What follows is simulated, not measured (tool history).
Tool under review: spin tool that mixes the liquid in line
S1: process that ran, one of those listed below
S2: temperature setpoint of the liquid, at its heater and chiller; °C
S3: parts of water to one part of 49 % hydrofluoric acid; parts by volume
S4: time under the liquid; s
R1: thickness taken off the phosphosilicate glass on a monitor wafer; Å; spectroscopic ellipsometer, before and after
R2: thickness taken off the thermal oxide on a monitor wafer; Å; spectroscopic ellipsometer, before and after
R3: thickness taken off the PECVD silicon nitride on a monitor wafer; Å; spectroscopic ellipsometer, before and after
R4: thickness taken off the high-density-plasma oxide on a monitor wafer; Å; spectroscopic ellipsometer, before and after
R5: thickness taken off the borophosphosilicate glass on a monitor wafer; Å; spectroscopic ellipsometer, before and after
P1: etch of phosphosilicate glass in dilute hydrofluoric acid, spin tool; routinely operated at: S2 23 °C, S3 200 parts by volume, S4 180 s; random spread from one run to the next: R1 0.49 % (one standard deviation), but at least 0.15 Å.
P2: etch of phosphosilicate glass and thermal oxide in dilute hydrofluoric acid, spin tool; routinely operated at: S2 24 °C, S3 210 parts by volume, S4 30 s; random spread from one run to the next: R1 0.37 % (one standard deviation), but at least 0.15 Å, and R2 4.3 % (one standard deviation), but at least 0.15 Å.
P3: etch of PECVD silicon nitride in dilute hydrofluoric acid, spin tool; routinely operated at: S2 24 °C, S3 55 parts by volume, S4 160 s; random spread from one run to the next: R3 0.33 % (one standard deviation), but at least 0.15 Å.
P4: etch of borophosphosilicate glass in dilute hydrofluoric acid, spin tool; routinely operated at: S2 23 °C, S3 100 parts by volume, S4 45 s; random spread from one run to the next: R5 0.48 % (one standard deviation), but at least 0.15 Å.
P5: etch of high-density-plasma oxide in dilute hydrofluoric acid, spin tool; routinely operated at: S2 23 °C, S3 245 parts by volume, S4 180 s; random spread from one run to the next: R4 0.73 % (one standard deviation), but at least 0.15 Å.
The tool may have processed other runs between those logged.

run,hour,S1,S2,S3,S4,R1,R2,R3,R4,R5
1,5,P1,23,200,180,484.18,,,,
2,11.3,P1,23,200,75,201.83,,,,
3,16.9,P1,23,110,180,968.52,,,,
4,21.4,P1,23,200,180,486.46,,,,
5,26.1,P1,28,200,180,577.66,,,,
6,30.9,P1,17.5,200,180,391.81,,,,
7,36.7,P2,17,210,30,197.16,4.4619,,,
8,41.4,P3,24,55,160,,,75.788,,
9,46.6,P5,23,245,180,,,,31.242,
10,52.1,P1,17,70,180,1262.7,,,,
11,56.7,P4,23,135,45,,,,,168.94
12,62.9,P1,30,110,180,1282.8,,,,
13,67,P1,23,300,180,293.1,,,,
14,73.6,P3,24,55,160,,,76.166,,
15,78.7,P4,23,100,45,,,,,238.31
16,85.7,P3,24,85,160,,,49.341,,
17,90.5,P4,17,100,45,,,,,184.53
18,94.5,P1,23,200,260,702.83,,,,
19,98.8,P3,24,55,55,,,25.929,,
20,103.4,P2,24,210,30,258.1,5.9453,,,
21,108.8,P3,17,55,160,,,46.776,,
22,116,P5,23,50,180,,,,189.62,
23,121.4,P1,23,200,180,482.32,,,,
24,125.8,P1,23,200,180,482.57,,,,
25,132.3,P4,23,100,45,,,,,236.64
26,135.8,P2,24,85,30,732.84,15.64,,,
27,140.5,P5,23,245,180,,,,30.893,
28,147.2,P2,24,210,60,517.83,12.392,,,
29,152.7,P5,31,245,180,,,,40.177,
30,158.9,P5,23,245,310,,,,52.573,
31,165.1,P4,23,100,20,,,,,105.27
32,171.9,P1,23,200,180,480.8,,,,
33,175.6,P1,23,200,180,485.88,,,,
34,180.2,P1,23,200,180,489.91,,,,
35,185.1,P1,23,200,180,506.86,,,,
36,190.9,P1,23,200,180,510.35,,,,
37,195.1,P1,23,200,180,511.9,,,,
38,201.5,P1,23,200,180,518.56,,,,
39,207.2,P1,23,200,180,523.61,,,,
40,214.4,P1,23,200,180,522.44,,,,
41,217.9,P1,23,200,180,525.76,,,,
42,222.1,P1,23,200,180,523.29,,,,
43,228.1,P1,23,200,180,529.85,,,,
44,233.7,P1,23,200,180,527.24,,,,

What P1 gives has crept off from where it sat before. The 2 causes that follow fit the log equally well, each at the size noted:
A: hydrofluoric acid flow above the setpoint (%) = 7.53
B: liquid hotter than its thermometer reads (K) = 2.37
The gradual shift began around hour 175.6.

Of the 4 check runs listed below, each run on one wafer and each result written as a question mark, which would let you distinguish the listed causes because they would give clearly different results?
check 1,239.3,P4,23,130,45,,,,,?
check 2,239.3,P2,18.5,210,30,?,?,,,
check 3,239.3,P5,30.5,245,290,,,,?,
check 4,239.3,P3,18,55,160,,,?,,

How each check would come out, cause by cause:
check,result,if A,if B
check 1,R5,190.85,192.51
check 2,R1,228.56,229.65
check 2,R2,5.3608,5.3865
check 3,R4,71.039,69.957
check 4,R3,53.808,59.166
Per-check spread between the two closest causes, in the result where they differ most: check 1 0.86 %; check 2 0.48 %; check 3 1.53 %; check 4 9.49 %
Check 4 tells the causes apart: in the others they would give nearly the same result.

Running check 4 produced the following: R3 53.756 Å. Which one of the listed causes fits?

The cause is A: hydrofluoric acid flow above the setpoint (%).
